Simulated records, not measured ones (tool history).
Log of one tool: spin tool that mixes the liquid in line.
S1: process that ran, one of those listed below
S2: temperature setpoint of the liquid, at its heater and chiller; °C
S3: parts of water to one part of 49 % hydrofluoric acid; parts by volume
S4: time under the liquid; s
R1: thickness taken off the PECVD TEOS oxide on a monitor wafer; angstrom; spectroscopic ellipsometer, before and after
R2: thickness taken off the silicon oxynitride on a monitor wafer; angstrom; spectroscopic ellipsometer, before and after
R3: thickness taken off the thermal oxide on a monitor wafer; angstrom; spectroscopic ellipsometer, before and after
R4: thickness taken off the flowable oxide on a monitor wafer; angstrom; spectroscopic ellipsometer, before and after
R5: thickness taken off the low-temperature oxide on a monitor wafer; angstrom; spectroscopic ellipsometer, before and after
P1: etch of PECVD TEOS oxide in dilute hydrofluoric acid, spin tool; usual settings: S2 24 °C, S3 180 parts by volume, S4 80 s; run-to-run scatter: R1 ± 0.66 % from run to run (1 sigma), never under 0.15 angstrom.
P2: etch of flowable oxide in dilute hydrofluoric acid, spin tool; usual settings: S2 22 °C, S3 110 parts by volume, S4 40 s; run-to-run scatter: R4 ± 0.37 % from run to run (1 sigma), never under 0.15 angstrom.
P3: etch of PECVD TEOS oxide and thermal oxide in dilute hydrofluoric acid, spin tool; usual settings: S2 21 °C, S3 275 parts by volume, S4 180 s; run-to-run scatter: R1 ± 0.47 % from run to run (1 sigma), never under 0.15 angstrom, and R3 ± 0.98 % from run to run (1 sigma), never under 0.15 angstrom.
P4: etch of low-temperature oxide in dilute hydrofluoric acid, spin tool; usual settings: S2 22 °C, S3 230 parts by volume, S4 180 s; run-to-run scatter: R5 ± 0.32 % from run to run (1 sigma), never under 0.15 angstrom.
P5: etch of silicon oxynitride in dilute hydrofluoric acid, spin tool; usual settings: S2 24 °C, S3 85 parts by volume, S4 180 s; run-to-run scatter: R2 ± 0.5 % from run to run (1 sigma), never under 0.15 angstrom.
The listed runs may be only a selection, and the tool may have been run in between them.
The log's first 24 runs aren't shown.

Run 25, hour 159.7: S1 P1, S2 24 °C, S3 180 parts by volume, S4 125 s. Result: R1 66.725 angstrom.
Run 26, hour 165.7: S1 P4, S2 17.5 °C, S3 230 parts by volume, S4 180 s. Result: R5 105.04 angstrom.
Run 27, hour 172.7: S1 P3, S2 21 °C, S3 275 parts by volume, S4 15 s. Result: R1 11.175 angstrom, R3 1.8695 angstrom.
Run 28, hour 178.4: S1 P1, S2 24 °C, S3 180 parts by volume, S4 80 s. Result: R1 43.385 angstrom.
Run 29, hour 187.5: S1 P3, S2 17 °C, S3 275 parts by volume, S4 180 s. Result: R1 112.68 angstrom, R3 20.229 angstrom.
Run 30, hour 195.4: S1 P1, S2 24 °C, S3 180 parts by volume, S4 80 s. Result: R1 42.627 angstrom.
Run 31, hour 203.4: S1 P5, S2 24 °C, S3 20 parts by volume, S4 180 s. Result: R2 293.9 angstrom.
Run 32, hour 210.9: S1 P2, S2 22 °C, S3 110 parts by volume, S4 40 s. Result: R4 109.35 angstrom.
Run 33, hour 217.4: S1 P3, S2 21 °C, S3 155 parts by volume, S4 180 s. Result: R1 259.76 angstrom, R3 46.436 angstrom.
Run 34, hour 223.4: S1 P1, S2 31 °C, S3 180 parts by volume, S4 145 s. Result: R1 99.24 angstrom.
Run 35, hour 231.5: S1 P5, S2 20 °C, S3 85 parts by volume, S4 180 s. Result: R2 54.142 angstrom.
Run 36, hour 240.7: S1 P1, S2 24 °C, S3 180 parts by volume, S4 80 s. Result: R1 42.71 angstrom.
Run 37, hour 245.9: S1 P1, S2 24 °C, S3 180 parts by volume, S4 80 s. Result: R1 43.79 angstrom.
Run 38, hour 253.4: S1 P1, S2 24 °C, S3 180 parts by volume, S4 80 s. Result: R1 44.912 angstrom.
Run 39, hour 259.5: S1 P1, S2 24 °C, S3 180 parts by volume, S4 80 s. Result: R1 45.302 angstrom.

Forecast run 40:
Run 40, hour 268.4: S1 P1, S2 24 °C, S3 180 parts by volume, S4 80 s. Result: R1 ?.

For run 40 the tool returned R1 45.655 angstrom.

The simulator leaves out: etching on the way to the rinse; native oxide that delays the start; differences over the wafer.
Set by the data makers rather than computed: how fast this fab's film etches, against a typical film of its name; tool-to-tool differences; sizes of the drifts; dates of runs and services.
